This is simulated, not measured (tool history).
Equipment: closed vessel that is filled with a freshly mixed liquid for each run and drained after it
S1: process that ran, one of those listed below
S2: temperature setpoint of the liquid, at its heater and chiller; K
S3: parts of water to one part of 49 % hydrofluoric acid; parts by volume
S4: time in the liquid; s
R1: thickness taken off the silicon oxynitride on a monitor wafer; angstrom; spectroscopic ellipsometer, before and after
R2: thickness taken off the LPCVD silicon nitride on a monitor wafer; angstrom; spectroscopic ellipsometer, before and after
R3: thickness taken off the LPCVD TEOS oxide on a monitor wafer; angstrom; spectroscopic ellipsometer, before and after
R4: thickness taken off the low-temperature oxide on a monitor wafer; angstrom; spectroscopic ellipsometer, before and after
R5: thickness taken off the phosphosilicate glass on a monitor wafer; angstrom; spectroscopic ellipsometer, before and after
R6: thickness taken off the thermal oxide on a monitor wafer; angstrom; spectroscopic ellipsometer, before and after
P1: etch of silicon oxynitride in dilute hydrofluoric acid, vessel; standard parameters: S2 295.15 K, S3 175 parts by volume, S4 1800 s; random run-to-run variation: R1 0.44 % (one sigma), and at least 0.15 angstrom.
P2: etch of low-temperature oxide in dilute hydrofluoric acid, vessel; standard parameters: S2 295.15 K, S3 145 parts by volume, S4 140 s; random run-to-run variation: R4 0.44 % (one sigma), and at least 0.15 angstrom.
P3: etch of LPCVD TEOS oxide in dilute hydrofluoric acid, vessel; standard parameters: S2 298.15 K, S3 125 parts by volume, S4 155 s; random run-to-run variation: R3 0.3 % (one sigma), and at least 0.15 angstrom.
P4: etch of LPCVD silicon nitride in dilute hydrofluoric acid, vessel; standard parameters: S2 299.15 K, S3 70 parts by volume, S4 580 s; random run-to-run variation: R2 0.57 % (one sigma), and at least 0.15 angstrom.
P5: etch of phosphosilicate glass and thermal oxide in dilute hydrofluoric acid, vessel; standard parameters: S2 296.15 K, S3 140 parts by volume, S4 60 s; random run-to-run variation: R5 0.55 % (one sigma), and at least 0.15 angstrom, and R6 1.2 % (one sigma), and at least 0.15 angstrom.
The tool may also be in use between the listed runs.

run 1 hour=12.3 | S1=P1 S2=295.15 S3=175 S4=1800 | R1=147.620
run 2 hour=21.2 | S1=P1 S2=295.15 S3=175 S4=1800 | R1=147.330
run 3 hour=33.0 | S1=P1 S2=295.15 S3=45 S4=1800 | R1=628.080
run 4 hour=47.0 | S1=P1 S2=295.15 S3=175 S4=1800 | R1=146.590
run 5 hour=61.9 | S1=P1 S2=290.15 S3=175 S4=3065 | R1=198.940
run 6 hour=71.3 | S1=P4 S2=299.15 S3=70 S4=580 | R2=47.068
run 7 hour=80.6 | S1=P1 S2=302.65 S3=175 S4=1800 | R1=205.280
run 8 hour=90.4 | S1=P3 S2=303.15 S3=125 S4=155 | R3=259.93
run 9 hour=103.6 | S1=P4 S2=299.15 S3=70 S4=580 | R2=46.913
run 10 hour=115.9 | S1=P1 S2=295.15 S3=240 S4=3440 | R1=195.110
run 11 hour=133.9 | S1=P2 S2=295.15 S3=145 S4=140 | R4=157.130
run 12 hour=145.6 | S1=P1 S2=295.15 S3=175 S4=1800 | R1=146.790
run 13 hour=159.4 | S1=P3 S2=298.15 S3=35 S4=155 | R3=865.26
run 14 hour=175.0 | S1=P2 S2=303.15 S3=145 S4=140 | R4=211.940
run 15 hour=186.7 | S1=P1 S2=295.15 S3=300 S4=1800 | R1=78.281
run 16 hour=201.2 | S1=P5 S2=296.15 S3=25 S4=60 | R5=3616.90 R6=119.1100
run 17 hour=215.8 | S1=P4 S2=299.15 S3=70 S4=315 | R2=25.365
run 18 hour=230.3 | S1=P1 S2=295.15 S3=175 S4=1800 | R1=145.800
run 19 hour=246.4 | S1=P4 S2=299.15 S3=125 S4=580 | R2=26.326
run 20 hour=262.9 | S1=P1 S2=295.15 S3=175 S4=580 | R1=47.290
run 21 hour=272.5 | S1=P5 S2=296.15 S3=140 S4=30 | R5=282.89 R6=9.3591
run 22 hour=281.9 | S1=P2 S2=295.15 S3=40 S4=140 | R4=643.160
-- hour=289.1 hydrofluoric acid flow meter replaced
run 23 hour=293.9 | S1=P2 S2=295.15 S3=145 S4=30 | R4=33.481
run 24 hour=311.7 | S1=P5 S2=296.15 S3=140 S4=60 | R5=565.64 R6=18.6100
run 25 hour=320.0 | S1=P1 S2=295.15 S3=175 S4=1800 | R1=145.620
run 26 hour=329.3 | S1=P1 S2=295.15 S3=175 S4=1800 | R1=146.180
run 27 hour=347.5 | S1=P1 S2=295.15 S3=175 S4=2680 | R1=217.850
run 28 hour=361.2 | S1=P3 S2=298.15 S3=125 S4=305 | R3=422.50
run 29 hour=371.3 | S1=P4 S2=306.65 S3=70 S4=580 | R2=74.912
run 30 hour=383.8 | S1=P1 S2=290.15 S3=175 S4=1800 | R1=115.990
run 31 hour=400.8 | S1=P5 S2=303.65 S3=140 S4=60 | R5=742.59 R6=24.3440
run 32 hour=415.2 | S1=P3 S2=298.15 S3=125 S4=155 | R3=215.58
run 33 hour=424.2 | S1=P1 S2=295.15 S3=175 S4=1800 | R1=146.110
run 34 hour=440.7 | S1=P1 S2=295.15 S3=175 S4=1800 | R1=151.810
run 35 hour=452.5 | S1=P1 S2=295.15 S3=175 S4=1800 | R1=154.360
run 36 hour=466.4 | S1=P1 S2=295.15 S3=175 S4=1800 | R1=155.190
run 37 hour=476.2 | S1=P1 S2=295.15 S3=175 S4=1800 | R1=156.390
run 38 hour=494.8 | S1=P1 S2=295.15 S3=175 S4=1800 | R1=155.710
run 39 hour=506.6 | S1=P1 S2=295.15 S3=175 S4=1800 | R1=157.490
run 40 hour=524.9 | S1=P1 S2=295.15 S3=175 S4=1800 | R1=156.880

The output of P1 has drifted from where it used to be. Each of the 2 causes below, taken at the size shown beside it, accounts for the log equally well:
A: hydrofluoric acid flow above the setpoint (%) = 6.39
B: liquid hotter than its thermometer reads (K) = 1.52
The drift started at roughly hour 424.2.

Consider the 4 check runs below, whose results appear as question marks and each of which averages 3 wafers. Which one distinguishes the causes, in that each cause would give it a clearly different result?
run check 1 hour=543.2 | S1=P4 S2=299.15 S3=125 S4=580 | R2=?
run check 2 hour=543.2 | S1=P5 S2=296.15 S3=30 S4=30 | R5=? R6=?
run check 3 hour=543.2 | S1=P2 S2=295.15 S3=75 S4=30 | R4=?
run check 4 hour=543.2 | S1=P3 S2=298.15 S3=45 S4=275 | R3=?

If the cause were each of the candidates in turn, the checks would give the following:
check=check_1 result=R2 if_A=27.915 if_B=28.913
check=check_2 result=R5 if_A=1601.30 if_B=1600.50
check=check_2 result=R6 if_A=52.2860 if_B=52.2580
check=check_3 result=R4 if_A=75.404 if_B=75.000
check=check_4 result=R3 if_A=1254.60 if_B=1250.00
Smallest distance between any two causes, each pair judged by its most separating result, in per cent: check 1 3.51 %; check 2 0.05 %; check 3 0.54 %; check 4 0.36 %
Only check 1 tells the causes apart: in the others they would give nearly the same result.

With check 1 done, the readings were: R2 28.955 angstrom. Identify which of the listed causes applies.

B is the cause: liquid hotter than its thermometer reads (K).
